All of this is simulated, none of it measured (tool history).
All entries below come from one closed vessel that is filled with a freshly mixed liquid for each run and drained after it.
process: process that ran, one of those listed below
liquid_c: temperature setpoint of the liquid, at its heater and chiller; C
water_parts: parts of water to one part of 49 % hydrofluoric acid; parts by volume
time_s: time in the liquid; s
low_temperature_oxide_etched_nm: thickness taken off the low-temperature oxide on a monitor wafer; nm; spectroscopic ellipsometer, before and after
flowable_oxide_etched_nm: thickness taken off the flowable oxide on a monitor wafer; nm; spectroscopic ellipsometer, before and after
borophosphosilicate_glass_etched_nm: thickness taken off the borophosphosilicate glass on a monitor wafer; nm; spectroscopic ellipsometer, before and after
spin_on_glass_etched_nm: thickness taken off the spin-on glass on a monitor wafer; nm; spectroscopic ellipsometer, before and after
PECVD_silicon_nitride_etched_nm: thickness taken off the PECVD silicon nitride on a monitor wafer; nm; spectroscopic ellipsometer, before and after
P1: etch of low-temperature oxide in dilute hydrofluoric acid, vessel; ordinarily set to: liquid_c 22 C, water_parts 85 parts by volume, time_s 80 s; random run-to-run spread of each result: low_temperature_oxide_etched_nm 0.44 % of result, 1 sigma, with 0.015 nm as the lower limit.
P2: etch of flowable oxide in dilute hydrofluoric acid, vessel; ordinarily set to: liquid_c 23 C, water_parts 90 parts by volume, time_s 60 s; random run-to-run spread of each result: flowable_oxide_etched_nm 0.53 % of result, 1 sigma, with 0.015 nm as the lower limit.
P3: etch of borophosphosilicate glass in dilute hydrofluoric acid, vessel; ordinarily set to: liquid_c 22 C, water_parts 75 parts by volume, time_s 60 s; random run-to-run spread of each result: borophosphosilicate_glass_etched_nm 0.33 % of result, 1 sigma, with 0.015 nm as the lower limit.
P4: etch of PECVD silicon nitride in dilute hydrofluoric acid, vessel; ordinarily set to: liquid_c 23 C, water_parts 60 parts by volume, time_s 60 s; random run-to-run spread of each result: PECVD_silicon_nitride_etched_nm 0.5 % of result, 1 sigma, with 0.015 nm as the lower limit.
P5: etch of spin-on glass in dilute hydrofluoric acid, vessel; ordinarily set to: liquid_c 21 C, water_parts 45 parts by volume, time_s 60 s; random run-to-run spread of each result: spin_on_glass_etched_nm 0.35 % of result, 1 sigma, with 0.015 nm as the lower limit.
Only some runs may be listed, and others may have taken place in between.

run	hour	process	liquid_c	water_parts	time_s	low_temperature_oxide_etched_nm	flowable_oxide_etched_nm	borophosphosilicate_glass_etched_nm	spin_on_glass_etched_nm	PECVD_silicon_nitride_etched_nm
1	15	P1	22	85	80	10.147				
2	27.5	P1	22	85	80	10.181				
3	42.9	P1	22	85	30	3.8405				
4	56.2	P1	25.5	85	80	11.648				
5	72	P1	22	85	80	10.187				
6	85.9	P2	23	90	60		20.769			
7	101.9	P3	22	75	30			25.903		
8	115.8	P5	21	70	60				36.769	
9	129.8	P5	25	45	60				69.597	
10	137.8	P1	22	115	40	3.6125				
11	151.2	P1	29.5	125	80	8.8233				
12	164.1	P1	22	120	80	6.8933				
13	179.5	P2	23	140	60		12.63			
14	186.9	P4	23	110	60					2.8715
15	196.4	P4	30	60	60					8.2475
16	204.9	P3	22	75	60			52.118		
17	214.4	P5	21	45	60				59.267	
18	222.3	P2	23	90	115		40.265			
19	238.6	P1	22	85	155	19.802				
20	253	P2	23	90	60		20.93			
21	265.4	P1	17	85	80	8.3372				
22	280.9	P4	23	60	105					9.1417
23	295.2	P5	21	45	30				29.712	
24	312.3	P3	22	40	60			101.28		
25	321.6	P3	30	75	60			71.44		
26	332.3	P1	22	85	80	10.257				
27	347.4	P1	22	85	80	10.207				
28	359	P4	23	60	60					5.1751
29	370.5	P2	31	90	60		28.162			
30	382.1	P1	22	85	80	10.227				
31	397.7	P1	22	20	80	46.741				
32	413.5	P1	22	85	80	10.236				
33	423	P1	22	85	80	10.304				
34	433.1	P1	22	85	80	10.627				
35	445	P1	22	85	80	10.812				
36	452.7	P1	22	85	80	10.819				
37	468.6	P1	22	85	80	10.962				
38	481.5	P1	22	85	80	11.043				
39	498.8	P1	22	85	80	11.149				
40	514.6	P1	22	85	80	11.146				
41	522.9	P1	22	85	80	11.2				
42	539.7	P1	22	85	80	11.145				
43	554	P1	22	85	80	11.218				

The log shows P1 creeping away from where it was. Any of the 2 causes listed here, at the size stated for it, fits the log just as well as the others:
A: liquid hotter than its thermometer reads (K) = 2.27
B: hydrofluoric acid flow above the setpoint (%) = 8.68
Creep in the process output first set in at about hour 413.5.

Of the 4 check runs listed below, each run on one wafer and each result written as a question mark, which would let you distinguish the listed causes because they would give clearly different results?
check 1	568.3	P3	29	75	60			?		
check 2	568.3	P4	28	105	60					?
check 3	568.3	P2	23	90	95		?			
check 4	568.3	P5	21	45	30				?	

Outcome of each check run for each possible cause:
check	result	if A	if B
check 1	borophosphosilicate_glass_etched_nm	74.922	75.296
check 2	PECVD_silicon_nitride_etched_nm	4.8132	4.5336
check 3	flowable_oxide_etched_nm	36.148	36.205
check 4	spin_on_glass_etched_nm	32.406	32.161
Separation of the two closest causes in each check, using whichever result separates them best: check 1 0.5 %; check 2 5.99 %; check 3 0.16 %; check 4 0.76 %
Check 2 distinguishes between the causes, while the remaining checks would return nearly the same result for all of them.

After running check 2, the following was obtained: PECVD_silicon_nitride_etched_nm 4.7899 nm. Which cause does this point to?

Of the candidate causes, it is A: liquid hotter than its thermometer reads (K).

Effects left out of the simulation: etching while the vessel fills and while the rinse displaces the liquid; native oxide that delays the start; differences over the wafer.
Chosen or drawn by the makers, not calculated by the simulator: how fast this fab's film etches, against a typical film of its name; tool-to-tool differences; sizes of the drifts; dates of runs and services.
